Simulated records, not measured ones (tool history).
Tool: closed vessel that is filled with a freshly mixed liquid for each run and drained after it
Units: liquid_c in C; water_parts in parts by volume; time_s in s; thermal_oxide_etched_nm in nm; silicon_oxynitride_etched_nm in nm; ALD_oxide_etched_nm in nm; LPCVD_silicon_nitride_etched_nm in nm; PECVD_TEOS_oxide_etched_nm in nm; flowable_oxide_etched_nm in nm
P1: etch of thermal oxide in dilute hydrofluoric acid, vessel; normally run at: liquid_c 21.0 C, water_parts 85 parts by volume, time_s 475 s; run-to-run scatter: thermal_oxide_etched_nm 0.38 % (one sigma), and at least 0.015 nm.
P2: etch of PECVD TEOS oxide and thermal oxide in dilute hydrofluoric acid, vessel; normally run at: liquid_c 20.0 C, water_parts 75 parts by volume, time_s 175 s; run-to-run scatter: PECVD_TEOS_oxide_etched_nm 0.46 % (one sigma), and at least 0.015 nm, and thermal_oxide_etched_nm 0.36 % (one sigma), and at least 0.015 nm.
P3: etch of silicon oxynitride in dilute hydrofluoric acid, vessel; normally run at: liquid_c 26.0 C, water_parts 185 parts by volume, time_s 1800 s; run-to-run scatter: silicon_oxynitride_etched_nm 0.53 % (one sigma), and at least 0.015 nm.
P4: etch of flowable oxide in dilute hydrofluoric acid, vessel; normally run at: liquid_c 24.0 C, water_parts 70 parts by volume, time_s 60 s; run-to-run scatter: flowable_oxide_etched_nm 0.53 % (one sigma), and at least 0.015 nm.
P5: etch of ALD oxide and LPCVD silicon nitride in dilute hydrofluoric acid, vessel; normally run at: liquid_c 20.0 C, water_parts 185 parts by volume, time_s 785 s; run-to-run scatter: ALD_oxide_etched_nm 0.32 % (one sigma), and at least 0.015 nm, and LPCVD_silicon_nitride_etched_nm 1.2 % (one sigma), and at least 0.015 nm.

run,day,process,liquid_c,water_parts,time_s,hours since the thermometer was replaced,hours since the hydrofluoric acid flow meter was replaced,thermal_oxide_etched_nm,silicon_oxynitride_etched_nm,ALD_oxide_etched_nm,LPCVD_silicon_nitride_etched_nm,PECVD_TEOS_oxide_etched_nm,flowable_oxide_etched_nm
1,0.096,P1,21.0,85,475,794.8,830.4,23.6140,,,,,
2,0.317,P1,21.0,85,475,800.1,835.7,23.5150,,,,,
3,0.429,P1,21.0,125,475,802.8,838.4,15.4600,,,,,
4,0.617,P1,21.0,85,905,807.3,842.9,44.7960,,,,,
5,0.738,P3,30.5,185,1800,810.2,845.8,,34.198,,,,
6,0.879,P5,20.0,105,785,813.6,849.2,,,63.901,2.9036,,
7,1.071,P2,20.0,75,175,818.2,853.8,9.4178,,,,25.4650,
8,1.292,P4,24.0,120,60,823.5,859.1,,,,,,13.973
9,1.492,P1,21.0,85,475,828.3,863.9,23.4380,,,,,
10,1.658,P4,24.0,70,60,832.3,867.9,,,,,,25.407
11,1.829,P2,27.5,75,175,836.4,872.0,12.7660,,,,34.3710,
12,1.996,P2,20.0,40,175,840.4,876.0,18.3540,,,,50.0460,
13,2.142,P1,21.0,50,185,843.9,879.5,16.2940,,,,,
14,2.246,P1,17.0,85,475,846.4,882.0,19.9950,,,,,
15,2.404,P4,24.0,70,30,850.2,885.8,,,,,,12.663
16,2.521,P3,26.0,275,1800,853.0,888.6,,17.637,,,,
17,2.733,P5,20.0,185,785,858.1,893.7,,,33.043,1.6293,,
18,2.888,P3,26.0,185,1800,861.8,897.4,,28.459,,,,
19,3.083,P3,26.0,185,2750,866.5,902.1,,42.748,,,,
20,3.262,P1,21.0,85,200,870.8,906.4,9.8704,,,,,
21,3.396,P1,25.0,85,475,874.0,909.6,27.8150,,,,,
22,3.512,P5,20.0,185,785,876.8,912.4,,,33.289,1.6223,,
23,3.650,P2,20.0,75,30,880.1,915.7,1.5982,,,,4.3577,
24,3.821,P1,17.0,115,475,884.2,919.8,14.2470,,,,,

The next listed run, before its measurement:
25,3.929,P4,18.5,70,60,886.8,922.4,,,,,,?

flowable_oxide_etched_nm: 20.152 nm
